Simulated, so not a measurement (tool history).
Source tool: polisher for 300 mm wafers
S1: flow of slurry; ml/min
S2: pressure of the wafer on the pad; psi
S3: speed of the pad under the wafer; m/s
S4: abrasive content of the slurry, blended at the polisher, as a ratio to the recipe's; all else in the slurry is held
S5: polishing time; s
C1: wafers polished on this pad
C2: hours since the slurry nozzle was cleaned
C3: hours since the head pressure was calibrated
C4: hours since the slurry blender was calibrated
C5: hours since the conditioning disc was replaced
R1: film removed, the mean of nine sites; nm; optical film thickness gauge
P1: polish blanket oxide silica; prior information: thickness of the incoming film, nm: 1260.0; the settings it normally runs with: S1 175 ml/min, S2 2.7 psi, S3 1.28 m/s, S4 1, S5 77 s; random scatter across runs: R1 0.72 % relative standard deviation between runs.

run     day   S1   S2    S3    S4   S5    C1     C2     C3     C4     C5      R1
  1   0.275  175  2.7  1.28     1   77   796  317.6  213.4   35.1  326.6  163.61
  2   0.754  175  2.7  1.28     1   77   948  329.1  224.9   46.6  338.1  162.31
  3   1.246  175  2.7  1.28   1.3   77  1103  340.9  236.7   58.4  349.9  182.36
  4   1.533  175  2.7  1.28     1   77  1195  347.8  243.6   65.3  356.8  161.34
  5       2  250  2.7  1.28     1  113  1342    359  254.8   76.5    368  250.32
  6   2.504  175  2.7  1.28     1   77  1502  371.1  266.9   88.6  380.1  162.23
  7   2.742  175  2.7  1.28     1   56  1578  376.8  272.6   94.3  385.8  116.57
  8    3.15  175  1.5  1.28  0.75   77  1707  386.6  282.4  104.1  395.6  77.044
  9   3.621  175  2.7  1.28     1  103  1856  397.9  293.7  115.4  406.9  212.25
 10   3.908  175  4.1  1.28     1   77  1947  404.8  300.6  122.3  413.8  245.05
 11   4.425  175  2.7  1.28     1   77  2111  417.2    313  134.7  426.2  162.21
 12   4.771  175  2.7  0.62     1   77  2221  425.5  321.3    143  434.5  90.415
 13   5.267  175  2.7  1.28   0.5   77  2378  437.4  333.2  154.9  446.4  110.83
 14   5.617  255  2.7  1.28     1   77  2489  445.8  341.6  163.3  454.8  169.55
 15   6.046  105  2.7  1.28     1   77  2625  456.1  351.9  173.6  465.1  145.86
 16   6.346  175  2.7  1.28     1   77  2720  463.3  359.1  180.8  472.3  163.11
 17   6.846  260  2.7  1.72     1   77  2878  475.3  371.1  192.8  484.3   218.1
 18   7.212  175  1.3  1.28     1   77  2994  484.1  379.9  201.6  493.1  78.623
 19   7.521  175  2.7  1.72     1   77  3092  491.5  387.3    209  500.5  203.93
 20   7.933  175  2.7  1.28     1   77  3223  501.4  397.2  218.9  510.4  160.45
 21   8.346  175  2.7  1.28     1   77  3354  511.3  407.1  228.8  520.3  152.95
 22   8.696  175  2.7  1.28     1   77  3465  519.7  415.5  237.2  528.7  150.81
 23   9.225  175  2.7  1.28     1   77  3632  532.4  428.2  249.9  541.4  145.83
      9.283  -- slurry nozzle cleaned
      9.654  -- head pressure recalibrated
 24   9.708  175  2.7  1.28     1   77  3786   10.2    1.4  261.5    553  144.68
      9.754  -- conditioning disc replaced and pad reconditioned
 25   9.983  175  2.7  1.28     1   77  3873   16.8      8  268.1    5.5  144.48
 26  10.262  175  2.7  1.28     1   77  3961   23.5   14.7  274.8   12.2  143.28
 27  10.512  175  2.7  1.28     1   77  4040   29.5   20.7  280.8   18.2  142.17

Predict the results of run 28:
 28  10.854  175  2.7  1.28   1  77  4149  37.7  28.9  289  26.4   ?

Run 28 produced R1 141.86 nm.

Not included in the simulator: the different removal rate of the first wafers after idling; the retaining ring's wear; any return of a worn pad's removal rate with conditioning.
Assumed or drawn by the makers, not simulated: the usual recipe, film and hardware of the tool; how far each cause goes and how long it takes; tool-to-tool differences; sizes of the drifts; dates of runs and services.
